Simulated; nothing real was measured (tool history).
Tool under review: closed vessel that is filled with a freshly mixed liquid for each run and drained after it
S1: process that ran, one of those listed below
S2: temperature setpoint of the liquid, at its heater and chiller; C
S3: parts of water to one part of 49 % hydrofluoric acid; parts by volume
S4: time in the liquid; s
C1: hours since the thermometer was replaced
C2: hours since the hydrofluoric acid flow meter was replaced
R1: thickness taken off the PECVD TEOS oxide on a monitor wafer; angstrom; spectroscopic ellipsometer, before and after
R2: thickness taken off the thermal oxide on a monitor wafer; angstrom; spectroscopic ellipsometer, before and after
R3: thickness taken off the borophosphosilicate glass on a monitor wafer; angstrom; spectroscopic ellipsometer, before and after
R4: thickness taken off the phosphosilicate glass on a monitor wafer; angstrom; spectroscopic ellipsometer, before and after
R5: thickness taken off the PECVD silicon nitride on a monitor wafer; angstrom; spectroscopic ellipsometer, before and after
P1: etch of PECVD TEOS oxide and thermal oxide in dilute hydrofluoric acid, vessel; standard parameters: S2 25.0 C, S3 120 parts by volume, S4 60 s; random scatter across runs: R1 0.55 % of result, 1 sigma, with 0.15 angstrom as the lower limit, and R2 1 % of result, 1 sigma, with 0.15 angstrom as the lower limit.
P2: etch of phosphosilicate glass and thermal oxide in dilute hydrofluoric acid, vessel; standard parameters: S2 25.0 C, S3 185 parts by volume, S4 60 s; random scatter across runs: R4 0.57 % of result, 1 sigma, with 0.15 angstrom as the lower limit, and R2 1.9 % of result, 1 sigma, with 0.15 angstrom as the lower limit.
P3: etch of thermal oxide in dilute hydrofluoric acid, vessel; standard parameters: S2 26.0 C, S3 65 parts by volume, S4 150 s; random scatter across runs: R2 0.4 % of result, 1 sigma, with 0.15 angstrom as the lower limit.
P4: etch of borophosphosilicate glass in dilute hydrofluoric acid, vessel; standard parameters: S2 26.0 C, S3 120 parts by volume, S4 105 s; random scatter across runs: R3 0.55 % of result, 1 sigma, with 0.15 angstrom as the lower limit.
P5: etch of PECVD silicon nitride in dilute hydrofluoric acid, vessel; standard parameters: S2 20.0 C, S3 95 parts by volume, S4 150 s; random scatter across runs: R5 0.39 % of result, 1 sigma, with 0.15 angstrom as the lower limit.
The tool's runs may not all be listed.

run	hour	S1	S2	S3	S4	C1	C2	R1	R2	R3	R4	R5
1	8.5	P1	25.0	120	60	1163.9	1169.5	89.788	23.229			
2	18.8	P4	26.0	120	50	1174.2	1179.8			164.28		
3	27.9	P1	25.0	120	115	1183.3	1188.9	172.090	44.814			
4	35.1	P1	29.0	120	60	1190.5	1196.1	103.370	27.182			
5	45.7	P2	25.0	185	60	1201.1	1206.7		14.348		188.71	
6	56.7	P3	19.5	65	150	1212.1	1217.7		93.669			
7	65.0	P2	17.5	185	60	1220.4	1226.0		11.067		139.18	
8	76.2	P4	26.0	120	105	1231.6	1237.2			343.62		
9	85.4	P5	20.0	95	150	1240.8	1246.4					59.374
10	94.2	P1	25.0	65	30	1249.6	1255.2	89.673	23.060			
11	102.1	P4	26.0	190	105	1257.5	1263.1			198.67		
12	109.5	P1	25.0	120	60	1264.9	1270.5	89.335	23.340			
13	120.2	P2	25.0	185	60	1275.6	1281.2		14.458		185.79	
14	130.1	P1	25.0	120	60	1285.5	1291.1	89.180	23.512			
15	135.3	P1	25.0	120	60	1290.7	1296.3	89.907	23.354			
16	143.4	P3	26.0	65	55	1298.8	1304.4		45.126			
17	149.7	P3	26.0	65	150	1305.1	1310.7		121.580			
18	155.1	P1	25.0	120	60	1310.5	1316.1	89.911	23.709			
19	163.8	P1	30.0	190	60	1319.2	1324.8	62.305	16.309			
20	171.5	P1	25.0	45	60	1326.9	1332.5	265.230	69.415			
21	182.1	P3	26.0	105	150	1337.5	1343.1		71.419			
22	191.2	P2	25.0	185	100	1346.6	1352.2		22.866		310.75	
23	198.8	P5	20.0	135	150	1354.2	1359.8					42.052
24	203.9	P1	25.0	120	30	1359.3	1364.9	44.432	11.813			
25	211.5	P5	20.0	95	285	1366.9	1372.5					112.960
26	219.9	P1	25.0	205	60	1375.3	1380.9	47.255	12.775			
27	227.7	P5	28.0	95	150	1383.1	1388.7					100.040
28	234.6	P1	25.0	120	60	1390.0	1395.6	89.520	23.630			
29	239.7	P5	20.0	95	150	1395.1	1400.7					58.907
30	249.8	P2	25.0	50	60	1405.2	1410.8		61.708		816.07	
31	258.7	P1	20.0	120	60	1414.1	1419.7	72.606	19.417			
32	268.4	P4	33.0	120	105	1423.8	1429.4			444.89		
33	278.3	P1	25.0	120	60	1433.7	1439.3	89.371	22.881			
34	285.7	P1	25.0	120	60	1441.1	1446.7	88.328	23.002			
35	293.7	P1	25.0	120	60	1449.1	1454.7	85.848	22.332			
36	302.2	P1	25.0	120	60	1457.6	1463.2	85.004	22.349			
37	308.8	P1	25.0	120	60	1464.2	1469.8	83.420	22.831			
38	317.0	P1	25.0	120	60	1472.4	1478.0	84.723	22.015			
39	323.9	P1	25.0	120	60	1479.3	1484.9	83.507	22.250			
40	331.9	P1	25.0	120	60	1487.3	1492.9	82.726	21.554			
41	337.2	P1	25.0	120	60	1492.6	1498.2	82.916	22.060			
42	346.0	P1	25.0	120	60	1501.4	1507.0	82.629	22.024			
43	354.6	P1	25.0	120	60	1510.0	1515.6	83.254	21.785			
44	365.6	P1	25.0	120	60	1521.0	1526.6	83.418	21.717			

Compared with where it was, what P1 gives has crept away. Each cause listed below fits the log as well as the rest, at the size given for it:
A: hydrofluoric acid flow below the setpoint (%) = 6.41
B: liquid colder than its thermometer reads (K) = 1.96
Creep in the process output first set in at about hour 278.3.

Question marks stand in for the results of the 4 check runs listed below, each run on one wafer. Under which run would the listed causes show clearly different results?
check 1	376.6	P2	25.0	185	60				?		?	
check 2	376.6	P5	20.0	95	150							?
check 3	376.6	P4	26.0	120	105					?		
check 4	376.6	P3	26.0	65	150				?			

How each check would come out, cause by cause:
check	result	if A	if B
check 1	R2	13.011	13.105
check 1	R4	172.64	173.88
check 2	R5	55.360	51.614
check 3	R3	318.73	318.94
check 4	R2	113.650	112.880
Separation of the two closest causes in each check, using whichever result separates them best: check 1 0.72 %; check 2 7.01 %; check 3 0.07 %; check 4 0.68 %
The other checks would show nearly matching results whichever cause is true, so check 2 is the only one that separates the causes.

After running check 2, the following was obtained: R5 55.305 angstrom. Which cause does this point to?

It is A: hydrofluoric acid flow below the setpoint (%).
